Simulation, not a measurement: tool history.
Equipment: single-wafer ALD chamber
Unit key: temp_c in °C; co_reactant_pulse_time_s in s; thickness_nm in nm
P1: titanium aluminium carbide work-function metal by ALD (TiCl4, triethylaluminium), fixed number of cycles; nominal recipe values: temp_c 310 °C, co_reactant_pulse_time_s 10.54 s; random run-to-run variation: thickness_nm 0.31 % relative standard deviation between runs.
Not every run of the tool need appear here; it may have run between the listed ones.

run,hour,temp_c,co_reactant_pulse_time_s,thickness_nm
1,5.5,310,10.54,2.0976
2,8.5,310,10.54,2.1099
3,15.3,287,10.54,1.9093
4,18.9,310,10.54,2.1046
# hour 20.7: thermocouple changed; heater temperature recalibrated
5,23.7,328,16.46,2.3178
6,28.3,327,4.29,1.7801
7,31.6,310,10.54,2.0967
8,37.2,310,10.54,2.1014
9,43.7,335,10.54,2.3184
10,48.5,310,6.46,1.9283
11,52.8,290,5.72,1.6965
12,59.6,310,17.45,2.1583
13,64.2,310,10.54,2.0999
14,69.5,310,10.54,2.0788
15,74,310,10.54,2.0629
16,80.4,310,10.54,2.0523
17,84.2,310,10.54,2.0693

Run 18, settings as shown, results not yet in. Your forecast:
18,88.8,310,10.54,?

thickness_nm: 2.0485 nm
